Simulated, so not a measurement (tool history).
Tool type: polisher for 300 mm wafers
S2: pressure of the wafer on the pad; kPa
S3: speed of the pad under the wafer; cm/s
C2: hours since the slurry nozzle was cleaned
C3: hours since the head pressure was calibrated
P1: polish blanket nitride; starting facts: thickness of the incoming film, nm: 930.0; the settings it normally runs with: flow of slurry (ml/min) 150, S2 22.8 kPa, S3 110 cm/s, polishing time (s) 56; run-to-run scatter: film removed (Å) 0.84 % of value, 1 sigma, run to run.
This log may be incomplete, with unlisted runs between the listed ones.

Run 1, day 0.204: flow of slurry (ml/min) 150, S2 22.8 kPa, S3 110 cm/s, polishing time (s) 56; wafers polished on this pad 248; C2 123.2; C3 668.2. Result: film removed (Å) 988.03.
Run 2, day 0.333: flow of slurry (ml/min) 220, S2 22.8 kPa, S3 110 cm/s, polishing time (s) 56; wafers polished on this pad 290; C2 126.3; C3 671.3. Result: film removed (Å) 1037.40.
Run 3, day 0.562: flow of slurry (ml/min) 150, S2 22.8 kPa, S3 110 cm/s, polishing time (s) 56; wafers polished on this pad 364; C2 131.8; C3 676.8. Result: film removed (Å) 984.82.
Run 4, day 0.700: flow of slurry (ml/min) 150, S2 10.3 kPa, S3 110 cm/s, polishing time (s) 56; wafers polished on this pad 408; C2 135.1; C3 680.1. Result: film removed (Å) 442.79.
Run 5, day 0.875: flow of slurry (ml/min) 90, S2 35.2 kPa, S3 110 cm/s, polishing time (s) 56; wafers polished on this pad 465; C2 139.3; C3 684.3. Result: film removed (Å) 1335.00.
Run 6, day 0.983: flow of slurry (ml/min) 90, S2 22.8 kPa, S3 110 cm/s, polishing time (s) 56; wafers polished on this pad 499; C2 141.9; C3 686.9. Result: film removed (Å) 868.72.
At day 1.192: head pressure recalibrated.
Run 7, day 1.208: flow of slurry (ml/min) 150, S2 22.8 kPa, S3 110 cm/s, polishing time (s) 56; wafers polished on this pad 572; C2 147.3; C3 0.5. Result: film removed (Å) 974.82.
Run 8, day 1.379: flow of slurry (ml/min) 150, S2 22.8 kPa, S3 110 cm/s, polishing time (s) 56; wafers polished on this pad 627; C2 151.4; C3 4.6. Result: film removed (Å) 980.16.
Run 9, day 1.496: flow of slurry (ml/min) 150, S2 22.8 kPa, S3 110 cm/s, polishing time (s) 31; wafers polished on this pad 665; C2 154.2; C3 7.4. Result: film removed (Å) 544.97.
Run 10, day 1.658: flow of slurry (ml/min) 150, S2 11.0 kPa, S3 110 cm/s, polishing time (s) 33; wafers polished on this pad 717; C2 158.1; C3 11.3. Result: film removed (Å) 275.10.
Run 11, day 1.771: flow of slurry (ml/min) 150, S2 22.8 kPa, S3 82 cm/s, polishing time (s) 79; wafers polished on this pad 753; C2 160.8; C3 14.0. Result: film removed (Å) 1088.10.
Run 12, day 1.871: flow of slurry (ml/min) 150, S2 22.8 kPa, S3 60 cm/s, polishing time (s) 56; wafers polished on this pad 786; C2 163.2; C3 16.4. Result: film removed (Å) 608.00.
Run 13, day 2.000: flow of slurry (ml/min) 150, S2 22.8 kPa, S3 148 cm/s, polishing time (s) 56; wafers polished on this pad 827; C2 166.3; C3 19.5. Result: film removed (Å) 1238.20.
Run 14, day 2.104: flow of slurry (ml/min) 150, S2 22.8 kPa, S3 110 cm/s, polishing time (s) 76; wafers polished on this pad 861; C2 168.8; C3 22.0. Result: film removed (Å) 1340.60.
Run 15, day 2.262: flow of slurry (ml/min) 150, S2 35.2 kPa, S3 110 cm/s, polishing time (s) 56; wafers polished on this pad 912; C2 172.6; C3 25.8. Result: film removed (Å) 1505.30.
Run 16, day 2.375: flow of slurry (ml/min) 150, S2 22.8 kPa, S3 110 cm/s, polishing time (s) 56; wafers polished on this pad 948; C2 175.3; C3 28.5. Result: film removed (Å) 971.95.
Run 17, day 2.488: flow of slurry (ml/min) 150, S2 22.8 kPa, S3 110 cm/s, polishing time (s) 56; wafers polished on this pad 984; C2 178.0; C3 31.2. Result: film removed (Å) 966.31.
Run 18, day 2.625: flow of slurry (ml/min) 150, S2 22.8 kPa, S3 110 cm/s, polishing time (s) 56; wafers polished on this pad 1029; C2 181.3; C3 34.5. Result: film removed (Å) 958.84.
Run 19, day 2.783: flow of slurry (ml/min) 150, S2 22.8 kPa, S3 110 cm/s, polishing time (s) 56; wafers polished on this pad 1080; C2 185.1; C3 38.3. Result: film removed (Å) 934.64.
Run 20, day 2.938: flow of slurry (ml/min) 150, S2 22.8 kPa, S3 110 cm/s, polishing time (s) 56; wafers polished on this pad 1129; C2 188.8; C3 42.0. Result: film removed (Å) 925.89.
At day 3.000: head pressure recalibrated.
Run 21, day 3.071: flow of slurry (ml/min) 150, S2 22.8 kPa, S3 110 cm/s, polishing time (s) 56; wafers polished on this pad 1172; C2 192.0; C3 1.7. Result: film removed (Å) 914.58.
Run 22, day 3.175: flow of slurry (ml/min) 150, S2 22.8 kPa, S3 110 cm/s, polishing time (s) 56; wafers polished on this pad 1206; C2 194.5; C3 4.2. Result: film removed (Å) 911.46.
Run 23, day 3.346: flow of slurry (ml/min) 150, S2 22.8 kPa, S3 110 cm/s, polishing time (s) 56; wafers polished on this pad 1261; C2 198.6; C3 8.3. Result: film removed (Å) 913.33.
Run 24, day 3.446: flow of slurry (ml/min) 150, S2 22.8 kPa, S3 110 cm/s, polishing time (s) 56; wafers polished on this pad 1293; C2 201.0; C3 10.7. Result: film removed (Å) 903.36.
Run 25, day 3.650: flow of slurry (ml/min) 150, S2 22.8 kPa, S3 110 cm/s, polishing time (s) 56; wafers polished on this pad 1359; C2 205.9; C3 15.6. Result: film removed (Å) 909.67.

The log shows P1 creeping away from where it was. Any of the 2 causes listed here, at the size stated for it, fits the log just as well as the others:
A: slurry flow missing at the pad, % = 31.6
B: removal rate lost through wear of the pad, % = 7.6
Onset of the creep was near day 2.488.
Other possible causes, and why each is ruled out:
head's pressure below its setpoint, %: maintenance at day 3.000, after the shift began, did not return the process to its former output

Below are 4 check runs, each averaged over 3 wafers, with their results shown as question marks. Which of them would give clearly different results depending on which cause is behind the drift?
Run check 1, day 3.854: flow of slurry (ml/min) 150, S2 13.8 kPa, S3 110 cm/s, polishing time (s) 56. Result: film removed (Å) ?.
Run check 2, day 3.854: flow of slurry (ml/min) 150, S2 22.8 kPa, S3 72 cm/s, polishing time (s) 40. Result: film removed (Å) ?.
Run check 3, day 3.854: flow of slurry (ml/min) 95, S2 13.8 kPa, S3 110 cm/s, polishing time (s) 56. Result: film removed (Å) ?.
Run check 4, day 3.854: flow of slurry (ml/min) 150, S2 32.4 kPa, S3 110 cm/s, polishing time (s) 31. Result: film removed (Å) ?.

What every check run would give for each of its results, assuming each possible cause in turn:
  check            result    if A    if B
check 1  film removed (Å)  547.54  547.50
check 2  film removed (Å)  459.76  459.72
check 3  film removed (Å)  477.24  496.14
check 4  film removed (Å)  712.30  712.23
Gap, in per cent, between the two causes that each check separates least, read from the result that separates them most: check 1 0.01 %; check 2 0.01 %; check 3 3.88 %; check 4 0.01 %
Check 3 distinguishes between the causes, while the remaining checks would return nearly the same result for all of them.

Running check 3 produced the following: film removed (Å) 481.89. Which one of the listed causes fits?

The cause is A: slurry flow missing at the pad, %.
